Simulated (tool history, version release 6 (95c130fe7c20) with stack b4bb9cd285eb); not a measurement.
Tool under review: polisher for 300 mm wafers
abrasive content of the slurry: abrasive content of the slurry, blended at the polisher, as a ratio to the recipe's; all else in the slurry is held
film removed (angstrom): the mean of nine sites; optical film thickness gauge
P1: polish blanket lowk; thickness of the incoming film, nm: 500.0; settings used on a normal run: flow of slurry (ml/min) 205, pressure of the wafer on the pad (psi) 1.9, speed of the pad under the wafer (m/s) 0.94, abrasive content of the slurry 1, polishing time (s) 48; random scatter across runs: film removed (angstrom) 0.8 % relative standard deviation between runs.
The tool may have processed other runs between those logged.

run,hour,flow of slurry (ml/min),pressure of the wafer on the pad (psi),speed of the pad under the wafer (m/s),abrasive content of the slurry,polishing time (s),wafers polished on this pad,hours since the slurry nozzle was cleaned,hours since the head pressure was calibrated,hours since the slurry blender was calibrated,hours since the conditioning disc was replaced,film removed (angstrom)
1,8.6,205,1.9,0.94,1,48,773,448.4,496.3,140.8,78.9,210.19
2,16.8,205,1.9,0.94,1,60,874,456.6,504.5,149,87.1,259.6
3,21.3,205,0.9,0.94,1,48,930,461.1,509,153.5,91.6,99.628
4,29.9,205,3,0.94,1,48,1036,469.7,517.6,162.1,100.2,327.17
5,37.9,205,1.9,0.94,0.6,48,1135,477.7,525.6,170.1,108.2,162.56
# hour 38.6: conditioning disc replaced and pad reconditioned
6,43.1,205,1.9,0.94,1.5,48,1199,482.9,530.8,175.3,4.6,249.27
7,50.2,315,1.9,0.94,1,48,1287,490,537.9,182.4,11.7,220.85
# hour 54.3: slurry nozzle cleaned
8,58.5,205,1.9,0.94,1,48,1390,4.2,546.2,190.7,20,210.74
9,62.3,205,1.9,1.36,1,48,1436,8,550,194.5,23.8,287.26
10,66.1,205,1.9,0.58,1,48,1483,11.8,553.8,198.3,27.6,142.51
11,71.6,205,1.9,0.94,1,48,1551,17.3,559.3,203.8,33.1,211.65
12,76.2,205,1.9,0.94,1,32,1608,21.9,563.9,208.4,37.7,139.32
13,82.3,205,1.9,1.34,1.25,48,1684,28,570,214.5,43.8,303.56
14,86.4,205,1.9,0.94,1,48,1734,32.1,574.1,218.6,47.9,208.64
15,94.8,125,1.9,0.94,1,48,1838,40.5,582.5,227,56.3,191.97
16,102.3,205,1.9,0.94,1,48,1931,48,590,234.5,63.8,211.81
17,110,205,1.9,0.94,1,48,2026,55.7,597.7,242.2,71.5,207.91
18,117.4,205,1.9,0.94,1,48,2118,63.1,605.1,249.6,78.9,202.06
19,122.9,205,1.9,0.94,1,48,2186,68.6,610.6,255.1,84.4,197.72
20,128.1,205,1.9,0.94,1,48,2250,73.8,615.8,260.3,89.6,201.88
# hour 135.7: conditioning disc replaced and pad reconditioned
# hour 135.9: head pressure recalibrated
21,136.7,205,1.9,0.94,1,48,2356,82.4,0.9,268.9,1.1,195.88
# hour 139.2: worn pad replaced by a new one
22,140.9,205,1.9,0.94,1,48,22,86.6,5.1,273.1,5.3,199.5
23,148.7,205,1.9,0.94,1,48,118,94.4,12.9,280.9,13.1,194.58
24,155.8,205,1.9,0.94,1,48,206,101.5,20,288,20.2,196.55
25,159.8,205,1.9,0.94,1,48,255,105.5,24,292,24.2,193.82
26,168.5,205,1.9,0.94,1,48,363,114.2,32.7,300.7,32.9,194.32
27,176.4,205,1.9,0.94,1,48,461,122.1,40.6,308.6,40.8,194.39
28,181.4,205,1.9,0.94,1,48,522,127.1,45.6,313.6,45.8,191.31

P1 has crept away from where it was. The log is fitted equally well by each of these 2 causes, at the sizes shown:
A: slurry flow missing at the pad, % = 36.7
B: abrasive missing from the slurry, % = 14.4
The creep began at about hour 110.
Other possible causes, and why each is ruled out:
removal rate lost through wear of the pad, %: serviced at hour 139.2, after the drift had started, without restoring the earlier output
head's pressure below its setpoint, %: serviced at hour 135.9, after the drift had started, without restoring the earlier output
time polished since the conditioner stopped cutting, s: serviced at hour 135.7, after the drift had started, without restoring the earlier output

Which of the 4 check runs listed below, each an average over 2 wafers with its results shown as question marks, gives clearly different results under the different listed causes?
check 1,186.4,205,1.5,0.94,1.2,48,,,,,,?
check 2,186.4,125,1.9,0.94,1,48,,,,,,?
check 3,186.4,205,2.9,0.94,1,48,,,,,,?
check 4,186.4,205,1,0.94,1,48,,,,,,?

Check results expected under each cause:
check,result,if A,if B
check 1,film removed (angstrom),166.04,167.24
check 2,film removed (angstrom),171.9,179.23
check 3,film removed (angstrom),296.7,296.75
check 4,film removed (angstrom),102.31,102.33
Separation of the two closest causes in each check, using whichever result separates them best: check 1 0.72 %; check 2 4.17 %; check 3 0.02 %; check 4 0.02 %
Only in check 2 would the causes give clearly different results; in the remaining checks their results would be nearly the same.

Check 2 has now been run. It gave: film removed (angstrom) 180.22. Which of the candidate causes is it?

The cause is B: abrasive missing from the slurry, %.
